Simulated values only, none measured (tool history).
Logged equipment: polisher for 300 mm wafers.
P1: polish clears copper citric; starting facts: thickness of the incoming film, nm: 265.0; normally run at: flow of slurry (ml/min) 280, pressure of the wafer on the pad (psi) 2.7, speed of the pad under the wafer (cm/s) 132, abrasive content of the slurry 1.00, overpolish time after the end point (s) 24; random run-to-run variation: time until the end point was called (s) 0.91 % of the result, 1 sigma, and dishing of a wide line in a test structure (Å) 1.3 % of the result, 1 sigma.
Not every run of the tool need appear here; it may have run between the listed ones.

run	hour	flow of slurry (ml/min)	pressure of the wafer on the pad (psi)	speed of the pad under the wafer (cm/s)	abrasive content of the slurry	overpolish time after the end point (s)	wafers polished on this pad	hours since the slurry nozzle was cleaned	hours since the head pressure was calibrated	hours since the slurry blender was calibrated	time until the end point was called (s)	dishing of a wide line in a test structure (Å)
1	7.4	280	2.7	132	1.00	24	823	263.6	507.8	34.8	95.840	460.34
2	14.3	280	2.7	132	1.00	24	875	270.5	514.7	41.7	96.748	457.64
3	23.5	280	2.7	74	1.00	24	945	279.7	523.9	50.9	171.970	285.51
4	29.4	280	1.3	132	1.00	24	989	285.6	529.8	56.8	196.720	234.34
5	39.0	200	2.7	84	1.00	24	1062	295.2	539.4	66.4	153.750	306.26
6	44.2	280	2.7	132	1.20	24	1101	300.4	544.6	71.6	92.087	482.57
7	53.5	280	2.7	132	1.00	7	1171	309.7	553.9	80.9	95.069	152.87
8	64.1	415	2.7	132	1.00	24	1251	320.3	564.5	91.5	92.932	458.16
9	69.1	280	2.7	182	1.00	24	1289	325.3	569.5	96.5	70.725	589.38
# hour 72.5: slurry nozzle cleaned
10	74.3	280	2.7	132	1.00	38	1328	1.9	574.7	101.7	96.165	661.94
11	80.1	280	3.8	132	1.00	24	1372	7.7	580.5	107.5	68.829	612.06
12	86.0	170	2.7	132	1.00	24	1417	13.6	586.4	113.4	102.790	442.03
13	93.1	280	2.1	132	1.00	44	1470	20.7	593.5	120.5	121.590	595.33
14	99.1	280	2.7	132	1.00	24	1516	26.7	599.5	126.5	94.152	460.85
15	103.8	280	2.7	132	1.00	24	1551	31.4	604.2	131.2	96.085	465.62
16	110.4	280	2.7	132	0.55	24	1601	38.0	610.8	137.8	109.240	422.08
17	118.6	280	2.7	132	1.00	24	1663	46.2	619.0	146.0	95.842	451.96
18	128.1	280	2.7	132	1.00	24	1735	55.7	628.5	155.5	96.965	464.76
19	133.0	280	2.7	132	1.00	24	1772	60.6	633.4	160.4	99.840	442.49
20	140.0	280	2.7	132	1.00	24	1824	67.6	640.4	167.4	101.420	444.78
21	147.0	280	2.7	132	1.00	24	1877	74.6	647.4	174.4	99.522	429.26
22	154.2	280	2.7	132	1.00	24	1932	81.8	654.6	181.6	100.850	437.35

Predict the results of run 23:
# hour 160.6: head pressure recalibrated
23	164.9	280	2.7	132	1.00	24	2012	92.5	4.4	192.3	?	?

Run 23 came out at time until the end point was called (s) 100.740, dishing of a wide line in a test structure (Å) 443.93.
